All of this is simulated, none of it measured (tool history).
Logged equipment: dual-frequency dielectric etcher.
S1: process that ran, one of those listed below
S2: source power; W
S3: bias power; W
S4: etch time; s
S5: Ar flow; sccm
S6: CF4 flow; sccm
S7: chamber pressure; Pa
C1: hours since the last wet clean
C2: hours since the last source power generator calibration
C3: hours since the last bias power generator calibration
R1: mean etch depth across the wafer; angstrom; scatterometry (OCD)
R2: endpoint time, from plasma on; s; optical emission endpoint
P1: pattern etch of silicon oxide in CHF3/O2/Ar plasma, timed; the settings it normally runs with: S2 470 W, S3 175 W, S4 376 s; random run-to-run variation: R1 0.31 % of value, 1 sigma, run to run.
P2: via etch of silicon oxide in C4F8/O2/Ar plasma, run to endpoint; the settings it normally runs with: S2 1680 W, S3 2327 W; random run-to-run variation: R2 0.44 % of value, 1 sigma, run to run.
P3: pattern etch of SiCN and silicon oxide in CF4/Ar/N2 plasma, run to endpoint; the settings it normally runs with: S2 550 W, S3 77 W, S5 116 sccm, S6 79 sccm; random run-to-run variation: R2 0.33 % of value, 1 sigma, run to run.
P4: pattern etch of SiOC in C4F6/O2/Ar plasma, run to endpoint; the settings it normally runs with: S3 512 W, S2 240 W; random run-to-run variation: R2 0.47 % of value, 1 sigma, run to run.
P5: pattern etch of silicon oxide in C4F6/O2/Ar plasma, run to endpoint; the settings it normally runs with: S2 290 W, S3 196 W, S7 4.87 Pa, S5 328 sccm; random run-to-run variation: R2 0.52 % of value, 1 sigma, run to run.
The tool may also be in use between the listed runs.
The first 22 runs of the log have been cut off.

{"run": 23, "hour": 224.2, "S1": "P1", "S2": 470, "S3": 208, "S4": 376, "C1": 324.7, "C2": 812.5, "C3": 132.8, "R1": 7373.9}
{"run": 24, "hour": 232.4, "S1": "P5", "S2": 290, "S3": 196, "S5": 458, "S7": 4.87, "C1": 332.9, "C2": 820.7, "C3": 141, "R2": 13.758}
{"run": 25, "hour": 241.8, "S1": "P2", "S2": 1680, "S3": 2327, "C1": 342.3, "C2": 830.1, "C3": 150.4, "R2": 149.39}
{"run": 26, "hour": 248.7, "S1": "P5", "S2": 290, "S3": 196, "S5": 328, "S7": 4.87, "C1": 349.2, "C2": 837, "C3": 157.3, "R2": 13.216}
{"run": 27, "hour": 256.8, "S1": "P4", "S2": 280, "S3": 512, "C1": 357.3, "C2": 845.1, "C3": 165.4, "R2": 11.899}
{"run": 28, "hour": 267.6, "S1": "P1", "S2": 470, "S3": 175, "S4": 376, "C1": 368.1, "C2": 855.9, "C3": 176.2, "R1": 6998.4}
{"run": 29, "hour": 275.9, "S1": "P1", "S2": 470, "S3": 119, "S4": 376, "C1": 376.4, "C2": 864.2, "C3": 184.5, "R1": 6142}
{"run": 30, "hour": 281.8, "S1": "P1", "S2": 470, "S3": 175, "S4": 376, "C1": 382.3, "C2": 870.1, "C3": 190.4, "R1": 6914.5}
{"run": 31, "hour": 293.5, "S1": "P1", "S2": 470, "S3": 175, "S4": 376, "C1": 394, "C2": 881.8, "C3": 202.1, "R1": 6968.2}
{"run": 32, "hour": 301.9, "S1": "P1", "S2": 470, "S3": 175, "S4": 376, "C1": 402.4, "C2": 890.2, "C3": 210.5, "R1": 6883.6}
{"run": 33, "hour": 308.4, "S1": "P1", "S2": 470, "S3": 175, "S4": 376, "C1": 408.9, "C2": 896.7, "C3": 217, "R1": 6883.4}
{"hour": 310.2, "done": "wet clean of the chamber"}
{"run": 34, "hour": 314.4, "S1": "P1", "S2": 470, "S3": 175, "S4": 376, "C1": 4.3, "C2": 902.7, "C3": 223, "R1": 6870.8}
{"run": 35, "hour": 321.2, "S1": "P1", "S2": 470, "S3": 175, "S4": 376, "C1": 11.1, "C2": 909.5, "C3": 229.8, "R1": 6845.3}

What will run 36 give?
{"run": 36, "hour": 329.9, "S1": "P1", "S2": 470, "S3": 175, "S4": 376, "C1": 19.8, "C2": 918.2, "C3": 238.5, "R1": "?"}

Run 36 measured R1 6846.4 angstrom.
